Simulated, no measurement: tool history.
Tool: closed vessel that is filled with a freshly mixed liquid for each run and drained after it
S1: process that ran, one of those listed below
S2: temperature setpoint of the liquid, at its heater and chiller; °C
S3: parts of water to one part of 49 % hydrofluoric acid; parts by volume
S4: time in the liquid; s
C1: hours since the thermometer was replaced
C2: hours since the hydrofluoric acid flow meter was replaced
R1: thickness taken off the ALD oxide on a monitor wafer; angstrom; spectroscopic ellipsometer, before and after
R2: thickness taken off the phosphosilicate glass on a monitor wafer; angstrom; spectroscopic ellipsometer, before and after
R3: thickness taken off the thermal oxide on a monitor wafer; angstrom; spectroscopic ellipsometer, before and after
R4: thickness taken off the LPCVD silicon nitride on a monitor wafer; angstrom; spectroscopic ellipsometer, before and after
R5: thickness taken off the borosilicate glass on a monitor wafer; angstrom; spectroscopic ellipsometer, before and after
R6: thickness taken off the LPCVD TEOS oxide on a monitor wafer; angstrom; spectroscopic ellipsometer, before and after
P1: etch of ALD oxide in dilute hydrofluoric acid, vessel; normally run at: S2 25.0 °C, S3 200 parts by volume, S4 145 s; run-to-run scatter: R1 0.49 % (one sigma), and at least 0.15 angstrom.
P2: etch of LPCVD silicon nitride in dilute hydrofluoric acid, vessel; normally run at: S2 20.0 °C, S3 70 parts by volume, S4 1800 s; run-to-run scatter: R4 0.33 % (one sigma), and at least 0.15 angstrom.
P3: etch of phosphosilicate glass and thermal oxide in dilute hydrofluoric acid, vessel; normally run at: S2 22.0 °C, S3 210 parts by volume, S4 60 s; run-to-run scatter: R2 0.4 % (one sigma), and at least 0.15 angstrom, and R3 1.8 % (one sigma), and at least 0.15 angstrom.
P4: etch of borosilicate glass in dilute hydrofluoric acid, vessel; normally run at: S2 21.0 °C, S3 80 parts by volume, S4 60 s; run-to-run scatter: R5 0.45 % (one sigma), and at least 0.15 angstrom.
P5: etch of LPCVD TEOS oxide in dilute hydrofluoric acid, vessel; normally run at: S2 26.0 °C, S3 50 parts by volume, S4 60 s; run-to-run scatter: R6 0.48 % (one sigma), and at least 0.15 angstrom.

| run | hour | S1 | S2 | S3 | S4 | C1 | C2 | R1 | R2 | R3 | R4 | R5 | R6 |
|---|---|---|---|---|---|---|---|---|---|---|---|---|---|
| 1 | 3.7 | P1 | 25.0 | 200 | 145 | 911.1 | 1207.5 | 88.132 |  |  |  |  |  |
| 2 | 9.5 | P3 | 29.5 | 210 | 60 | 916.9 | 1213.3 |  | 364.59 | 14.3250 |  |  |  |
| 3 | 15.6 | P2 | 20.0 | 70 | 205 | 923.0 | 1219.4 |  |  |  | 11.243 |  |  |
| 4 | 21.0 | P1 | 19.0 | 200 | 145 | 928.4 | 1224.8 | 70.661 |  |  |  |  |  |
| 5 | 24.2 | P1 | 25.0 | 335 | 80 | 931.6 | 1228.0 | 25.190 |  |  |  |  |  |
| 6 | 29.3 | P4 | 21.0 | 140 | 60 | 936.7 | 1233.1 |  |  |  |  | 104.320 |  |
| 7 | 33.0 | P1 | 25.0 | 115 | 145 | 940.4 | 1236.8 | 170.870 |  |  |  |  |  |
| 8 | 37.3 | P4 | 21.0 | 80 | 30 | 944.7 | 1241.1 |  |  |  |  | 97.053 |  |
| 9 | 40.6 | P1 | 30.5 | 200 | 145 | 948.0 | 1244.4 | 108.900 |  |  |  |  |  |
| 10 | 46.9 | P3 | 22.0 | 210 | 30 | 954.3 | 1250.7 |  | 138.67 | 5.0372 |  |  |  |
| 11 | 52.4 | P4 | 21.0 | 80 | 60 | 959.8 | 1256.2 |  |  |  |  | 195.470 |  |
| 12 | 57.0 | P1 | 32.0 | 350 | 145 | 964.4 | 1260.8 | 53.995 |  |  |  |  |  |
| 13 | 60.8 | P1 | 25.0 | 320 | 145 | 968.2 | 1264.6 | 49.222 |  |  |  |  |  |
| 14 | 66.6 | P2 | 20.0 | 45 | 1800 | 974.0 | 1270.4 |  |  |  | 151.340 |  |  |
| 15 | 71.6 | P1 | 25.0 | 200 | 250 | 979.0 | 1275.4 | 152.120 |  |  |  |  |  |
| 16 | 76.3 | P1 | 25.0 | 200 | 145 | 983.7 | 1280.1 | 88.364 |  |  |  |  |  |
| 17 | 79.4 | P2 | 17.0 | 70 | 1800 | 986.8 | 1283.2 |  |  |  | 80.299 |  |  |
| 18 | 86.2 | P1 | 25.0 | 200 | 145 | 993.6 | 1290.0 | 88.760 |  |  |  |  |  |
| 19 | 91.2 | P5 | 26.0 | 50 | 60 | 998.6 | 1295.0 |  |  |  |  |  | 779.60 |
| 20 | 96.5 | P4 | 28.0 | 80 | 60 | 1003.9 | 1300.3 |  |  |  |  | 259.930 |  |
| 21 | 100.2 | P3 | 22.0 | 50 | 60 | 1007.6 | 1304.0 |  | 1396.90 | 55.4600 |  |  |  |
| 22 | 104.8 | P1 | 25.0 | 200 | 145 | 1012.2 | 1308.6 | 88.330 |  |  |  |  |  |
| 23 | 110.8 | P3 | 22.0 | 210 | 60 | 1018.2 | 1314.6 |  | 280.28 | 10.7830 |  |  |  |
| 24 | 117.7 | P1 | 25.0 | 200 | 65 | 1025.1 | 1321.5 | 39.470 |  |  |  |  |  |
| 25 | 121.6 | P3 | 22.0 | 210 | 60 | 1029.0 | 1325.4 |  | 280.55 | 10.3590 |  |  |  |
| 26 | 126.0 | P1 | 19.5 | 315 | 145 | 1033.4 | 1329.8 | 41.446 |  |  |  |  |  |
| 27 | 130.7 | P2 | 20.0 | 70 | 1800 | 1038.1 | 1334.5 |  |  |  | 98.247 |  |  |
| 28 | 134.7 | P5 | 34.0 | 50 | 60 | 1042.1 | 1338.5 |  |  |  |  |  | 1066.40 |
| 29 | 139.1 | P5 | 26.0 | 50 | 90 | 1046.5 | 1342.9 |  |  |  |  |  | 1171.00 |
| 30 | 143.5 | P5 | 26.0 | 85 | 60 | 1050.9 | 1347.3 |  |  |  |  |  | 433.95 |
| 31 | 150.5 | P1 | 25.0 | 200 | 145 | 1057.9 | 1354.3 | 88.666 |  |  |  |  |  |
| 32 | 156.4 | P1 | 25.0 | 200 | 145 | 1063.8 | 1360.2 | 89.513 |  |  |  |  |  |
| 33 | 160.5 | P1 | 25.0 | 200 | 145 | 1067.9 | 1364.3 | 85.989 |  |  |  |  |  |
| 34 | 164.0 | P1 | 25.0 | 200 | 145 | 1071.4 | 1367.8 | 84.302 |  |  |  |  |  |
| 35 | 167.5 | P1 | 25.0 | 200 | 145 | 1074.9 | 1371.3 | 83.164 |  |  |  |  |  |
| 36 | 172.6 | P1 | 25.0 | 200 | 145 | 1080.0 | 1376.4 | 82.849 |  |  |  |  |  |

Forecast run 37:
| 37 | 175.7 | P1 | 25.0 | 200 | 145 | 1083.1 | 1379.5 | ? |  |  |  |  |  |

{"run 37": {"R1": 81.247}}
